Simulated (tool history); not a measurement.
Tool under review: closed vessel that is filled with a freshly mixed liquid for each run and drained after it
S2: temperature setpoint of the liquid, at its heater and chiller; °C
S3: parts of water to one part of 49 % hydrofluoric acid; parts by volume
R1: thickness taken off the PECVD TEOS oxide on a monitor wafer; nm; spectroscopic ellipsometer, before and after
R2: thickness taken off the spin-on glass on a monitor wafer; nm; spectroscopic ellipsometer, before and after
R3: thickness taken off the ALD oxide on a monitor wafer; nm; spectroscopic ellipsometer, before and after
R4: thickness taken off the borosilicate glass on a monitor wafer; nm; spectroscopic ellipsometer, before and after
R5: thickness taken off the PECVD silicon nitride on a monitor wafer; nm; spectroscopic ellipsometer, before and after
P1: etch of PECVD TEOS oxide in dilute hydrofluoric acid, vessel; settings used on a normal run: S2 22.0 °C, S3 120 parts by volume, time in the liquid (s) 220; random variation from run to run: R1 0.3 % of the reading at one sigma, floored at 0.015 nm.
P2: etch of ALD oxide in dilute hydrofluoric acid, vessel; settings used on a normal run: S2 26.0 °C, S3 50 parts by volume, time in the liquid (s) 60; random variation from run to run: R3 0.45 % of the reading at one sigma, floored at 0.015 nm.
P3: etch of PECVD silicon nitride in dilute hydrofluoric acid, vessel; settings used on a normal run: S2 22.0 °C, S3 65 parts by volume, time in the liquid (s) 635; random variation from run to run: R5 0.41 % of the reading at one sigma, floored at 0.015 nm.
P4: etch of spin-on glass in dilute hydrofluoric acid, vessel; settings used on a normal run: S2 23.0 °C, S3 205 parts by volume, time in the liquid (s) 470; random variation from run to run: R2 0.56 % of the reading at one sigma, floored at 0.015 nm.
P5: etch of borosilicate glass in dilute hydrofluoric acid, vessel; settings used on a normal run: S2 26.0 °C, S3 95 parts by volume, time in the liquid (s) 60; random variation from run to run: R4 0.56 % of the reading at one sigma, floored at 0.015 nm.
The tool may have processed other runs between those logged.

{"run": 1, "hour": 3.9, "process that ran": "P1", "S2": 22.0, "S3": 120, "time in the liquid (s)": 220, "R1": 32.943}
{"run": 2, "hour": 6.4, "process that ran": "P1", "S2": 22.0, "S3": 120, "time in the liquid (s)": 220, "R1": 33.144}
{"run": 3, "hour": 11.0, "process that ran": "P4", "S2": 23.0, "S3": 205, "time in the liquid (s)": 60, "R2": 5.1237}
{"run": 4, "hour": 16.5, "process that ran": "P1", "S2": 22.0, "S3": 65, "time in the liquid (s)": 220, "R1": 65.513}
{"run": 5, "hour": 22.1, "process that ran": "P1", "S2": 22.0, "S3": 120, "time in the liquid (s)": 220, "R1": 32.926}
{"run": 6, "hour": 27.6, "process that ran": "P1", "S2": 22.0, "S3": 120, "time in the liquid (s)": 390, "R1": 58.587}
{"run": 7, "hour": 31.8, "process that ran": "P4", "S2": 23.0, "S3": 205, "time in the liquid (s)": 470, "R2": 39.954}
{"run": 8, "hour": 35.9, "process that ran": "P2", "S2": 26.0, "S3": 90, "time in the liquid (s)": 60, "R3": 23.804}
{"run": 9, "hour": 41.5, "process that ran": "P5", "S2": 26.0, "S3": 95, "time in the liquid (s)": 30, "R4": 6.8214}
{"run": 10, "hour": 44.3, "process that ran": "P5", "S2": 18.5, "S3": 95, "time in the liquid (s)": 60, "R4": 10.07}
{"run": 11, "hour": 49.3, "process that ran": "P2", "S2": 26.0, "S3": 50, "time in the liquid (s)": 60, "R3": 45.725}
{"run": 12, "hour": 53.2, "process that ran": "P2", "S2": 26.0, "S3": 50, "time in the liquid (s)": 60, "R3": 45.12}
{"hour": 54.1, "done": "hydrofluoric acid flow meter replaced"}
{"run": 13, "hour": 56.3, "process that ran": "P2", "S2": 31.5, "S3": 50, "time in the liquid (s)": 60, "R3": 56.12}
{"run": 14, "hour": 59.0, "process that ran": "P1", "S2": 29.5, "S3": 120, "time in the liquid (s)": 220, "R1": 43.99}
{"run": 15, "hour": 64.2, "process that ran": "P3", "S2": 22.0, "S3": 65, "time in the liquid (s)": 635, "R5": 26.588}
{"run": 16, "hour": 67.2, "process that ran": "P3", "S2": 22.0, "S3": 100, "time in the liquid (s)": 635, "R5": 17.571}
{"run": 17, "hour": 72.5, "process that ran": "P4", "S2": 17.0, "S3": 205, "time in the liquid (s)": 470, "R2": 31.726}
{"hour": 75.2, "done": "thermometer replaced"}
{"run": 18, "hour": 76.5, "process that ran": "P5", "S2": 26.0, "S3": 20, "time in the liquid (s)": 60, "R4": 71.875}
{"run": 19, "hour": 79.2, "process that ran": "P1", "S2": 22.0, "S3": 120, "time in the liquid (s)": 220, "R1": 33.066}
{"run": 20, "hour": 83.3, "process that ran": "P1", "S2": 22.0, "S3": 120, "time in the liquid (s)": 220, "R1": 33.147}
{"run": 21, "hour": 88.4, "process that ran": "P1", "S2": 22.0, "S3": 120, "time in the liquid (s)": 220, "R1": 33.118}
{"run": 22, "hour": 91.6, "process that ran": "P5", "S2": 26.0, "S3": 95, "time in the liquid (s)": 60, "R4": 13.618}
{"run": 23, "hour": 97.3, "process that ran": "P4", "S2": 23.0, "S3": 205, "time in the liquid (s)": 470, "R2": 39.488}
{"run": 24, "hour": 101.8, "process that ran": "P1", "S2": 17.0, "S3": 120, "time in the liquid (s)": 220, "R1": 27.05}
{"run": 25, "hour": 105.7, "process that ran": "P2", "S2": 26.0, "S3": 50, "time in the liquid (s)": 30, "R3": 22.72}
{"run": 26, "hour": 110.6, "process that ran": "P1", "S2": 22.0, "S3": 120, "time in the liquid (s)": 60, "R1": 9.053}
{"run": 27, "hour": 114.2, "process that ran": "P1", "S2": 22.0, "S3": 120, "time in the liquid (s)": 220, "R1": 33.019}
{"run": 28, "hour": 119.6, "process that ran": "P5", "S2": 26.0, "S3": 95, "time in the liquid (s)": 60, "R4": 13.69}
{"run": 29, "hour": 124.7, "process that ran": "P4", "S2": 23.0, "S3": 50, "time in the liquid (s)": 470, "R2": 195.19}
{"run": 30, "hour": 129.2, "process that ran": "P3", "S2": 22.0, "S3": 65, "time in the liquid (s)": 635, "R5": 26.652}
{"run": 31, "hour": 133.1, "process that ran": "P1", "S2": 17.0, "S3": 120, "time in the liquid (s)": 120, "R1": 14.715}
{"run": 32, "hour": 138.8, "process that ran": "P3", "S2": 22.0, "S3": 65, "time in the liquid (s)": 1060, "R5": 44.6}
{"run": 33, "hour": 141.8, "process that ran": "P3", "S2": 17.0, "S3": 65, "time in the liquid (s)": 635, "R5": 18.92}
{"run": 34, "hour": 145.5, "process that ran": "P1", "S2": 22.0, "S3": 205, "time in the liquid (s)": 220, "R1": 17.608}
{"run": 35, "hour": 149.1, "process that ran": "P1", "S2": 22.0, "S3": 120, "time in the liquid (s)": 220, "R1": 33.031}
{"run": 36, "hour": 153.9, "process that ran": "P1", "S2": 22.0, "S3": 120, "time in the liquid (s)": 220, "R1": 31.759}
{"run": 37, "hour": 158.5, "process that ran": "P1", "S2": 22.0, "S3": 120, "time in the liquid (s)": 220, "R1": 31.11}
{"run": 38, "hour": 161.8, "process that ran": "P1", "S2": 22.0, "S3": 120, "time in the liquid (s)": 220, "R1": 30.676}
{"run": 39, "hour": 165.2, "process that ran": "P1", "S2": 22.0, "S3": 120, "time in the liquid (s)": 220, "R1": 30.539}
{"run": 40, "hour": 170.8, "process that ran": "P1", "S2": 22.0, "S3": 120, "time in the liquid (s)": 220, "R1": 30.213}
{"run": 41, "hour": 175.1, "process that ran": "P1", "S2": 22.0, "S3": 120, "time in the liquid (s)": 220, "R1": 30.428}
{"run": 42, "hour": 178.3, "process that ran": "P1", "S2": 22.0, "S3": 120, "time in the liquid (s)": 220, "R1": 30.242}
{"run": 43, "hour": 180.9, "process that ran": "P1", "S2": 22.0, "S3": 120, "time in the liquid (s)": 220, "R1": 30.222}

What P1 gives has crept off from where it sat before. The 2 causes that follow fit the log equally well, each at the size noted:
A: liquid colder than its thermometer reads (K) = 2.26
B: hydrofluoric acid flow below the setpoint (%) = 7.65
Creep in the process output first set in at about hour 149.1.

4 check runs are offered, one wafer each, their results left as question marks. Which one tells the causes apart?
{"run": "check 1", "hour": 183.5, "process that ran": "P2", "S2": 31.0, "S3": 50, "time in the liquid (s)": 30, "R3": "?"}
{"run": "check 2", "hour": 183.5, "process that ran": "P3", "S2": 22.0, "S3": 85, "time in the liquid (s)": 635, "R5": "?"}
{"run": "check 3", "hour": 183.5, "process that ran": "P4", "S2": 23.0, "S3": 205, "time in the liquid (s)": 250, "R2": "?"}
{"run": "check 4", "hour": 183.5, "process that ran": "P5", "S2": 19.5, "S3": 95, "time in the liquid (s)": 60, "R4": "?"}

What each check would give under each cause:
check=check_1 result=R3 if_A=25.227 if_B=25.296
check=check_2 result=R5 if_A=17.644 if_B=19.030
check=check_3 result=R2 if_A=19.4980 if_B=19.2670
check=check_4 result=R4 if_A=9.5155 if_B=9.5746
Distance between the nearest two causes, measured in the result of the check that separates them most: check 1 0.27 %; check 2 7.57 %; check 3 1.19 %; check 4 0.62 %
Check 2 tells the causes apart: in the others they would give nearly the same result.

The results of check 2 are: R5 17.604 nm. Based on these, which of the listed causes is it?

The cause is A: liquid colder than its thermometer reads (K).
